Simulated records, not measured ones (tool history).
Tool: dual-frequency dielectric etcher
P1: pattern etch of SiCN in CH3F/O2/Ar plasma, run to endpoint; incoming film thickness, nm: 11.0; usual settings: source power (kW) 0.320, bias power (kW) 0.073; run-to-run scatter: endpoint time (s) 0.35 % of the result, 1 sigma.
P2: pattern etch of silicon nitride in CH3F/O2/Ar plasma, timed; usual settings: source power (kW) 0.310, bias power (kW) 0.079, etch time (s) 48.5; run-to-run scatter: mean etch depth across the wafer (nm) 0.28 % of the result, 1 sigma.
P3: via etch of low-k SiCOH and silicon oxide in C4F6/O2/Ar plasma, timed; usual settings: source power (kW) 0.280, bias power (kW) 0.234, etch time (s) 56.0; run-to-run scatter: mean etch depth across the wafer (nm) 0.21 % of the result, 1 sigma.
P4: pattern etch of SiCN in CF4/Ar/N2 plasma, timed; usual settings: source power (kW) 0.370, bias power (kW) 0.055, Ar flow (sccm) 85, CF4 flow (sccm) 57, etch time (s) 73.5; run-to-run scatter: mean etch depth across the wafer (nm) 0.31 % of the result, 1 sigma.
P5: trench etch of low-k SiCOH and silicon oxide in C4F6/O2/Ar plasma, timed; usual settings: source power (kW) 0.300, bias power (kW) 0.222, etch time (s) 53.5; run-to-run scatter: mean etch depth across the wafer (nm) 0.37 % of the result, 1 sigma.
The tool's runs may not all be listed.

run	hour	process that ran	source power (kW)	bias power (kW)	Ar flow (sccm)	CF4 flow (sccm)	etch time (s)	hours since the last wet clean	hours since the last source power generator calibration	hours since the last bias power generator calibration	endpoint time (s)	mean etch depth across the wafer (nm)
1	11.4	P1	0.320	0.073				349.8	522.0	3512.7	31.454	
2	24.1	P1	0.320	0.044				362.5	534.7	3525.4	37.300	
3	36.2	P4	0.370	0.055	85	81	73.5	374.6	546.8	3537.5		51.191
4	47.2	P5	0.240	0.222			53.5	385.6	557.8	3548.5		153.860
5	61.3	P3	0.280	0.234			56.0	399.7	571.9	3562.6		148.430
6	77.6	P3	0.360	0.234			56.0	416.0	588.2	3578.9		163.230
7	90.1	P2	0.310	0.047			48.5	428.5	600.7	3591.4		26.945
8	104.0	P1	0.320	0.073				442.4	614.6	3605.3	31.532	
9	118.2	P1	0.320	0.073				456.6	628.8	3619.5	31.446	
10	132.6	P2	0.310	0.079			62.5	471.0	643.2	3633.9		41.501
11	141.3	P5	0.300	0.222			53.5	479.7	651.9	3642.6		167.310
12	158.6	P3	0.280	0.234			76.5	497.0	669.2	3659.9		202.640
13	169.2	P2	0.390	0.079			48.5	507.6	679.8	3670.5		35.152
14	177.4	P4	0.370	0.038	85	57	73.5	515.8	688.0	3678.7		43.248
15	185.2	P4	0.370	0.055	85	57	73.5	523.6	695.8	3686.5		48.608
16	199.8	P4	0.370	0.055	85	57	56.5	538.2	710.4	3701.1		37.297
17	216.0	P1	0.200	0.073				554.4	726.6	3717.3	37.766	
18	232.3	P1	0.380	0.060				570.7	742.9	3733.6	31.584	
19	245.0	P1	0.320	0.093				583.4	755.6	3746.3	28.837	
20	258.7	P1	0.320	0.073				597.1	769.3	3760.0	31.450	
21	273.3	P1	0.320	0.073				611.7	783.9	3774.6	31.334	
22	284.8	P5	0.300	0.222			70.5	623.2	795.4	3786.1		221.810
23	293.1	P1	0.380	0.073				631.5	803.7	3794.4	29.538	
24	307.9	P4	0.220	0.055	85	57	73.5	646.3	818.5	3809.2		30.820
25	321.1	P2	0.310	0.079			48.5	659.5	831.7	3822.4		32.146
26	329.2	P4	0.370	0.055	106	57	73.5	667.6	839.8	3830.5		46.593
27	346.1	P3	0.280	0.308			56.0	684.5	856.7	3847.4		163.220
28	354.5	P5	0.300	0.162			53.5	692.9	865.1	3855.8		151.690
29	363.5	P1	0.320	0.073				701.9	874.1	3864.8	31.505	
30	377.1	P5	0.300	0.222			53.5	715.5	887.7	3878.4		168.220
31	392.3	P1	0.320	0.073				730.7	902.9	3893.6	31.474	
32	400.3	P1	0.320	0.073				738.7	910.9	3901.6	31.224	
33	409.8	P1	0.320	0.073				748.2	920.4	3911.1	30.893	
34	424.6	P1	0.320	0.073				763.0	935.2	3925.9	30.983	
35	440.6	P1	0.320	0.073				779.0	951.2	3941.9	30.912	
# hour 450.4: wet clean of the chamber
36	456.1	P1	0.320	0.073				5.7	966.7	3957.4	31.050	
37	470.6	P1	0.320	0.073				20.2	981.2	3971.9	30.980	
38	482.4	P1	0.320	0.073				32.0	993.0	3983.7	31.134	

Forecast run 39:
39	498.0	P1	0.320	0.073				47.6	1008.6	3999.3	?	

{"run 39": {"endpoint time (s)": 30.82}}
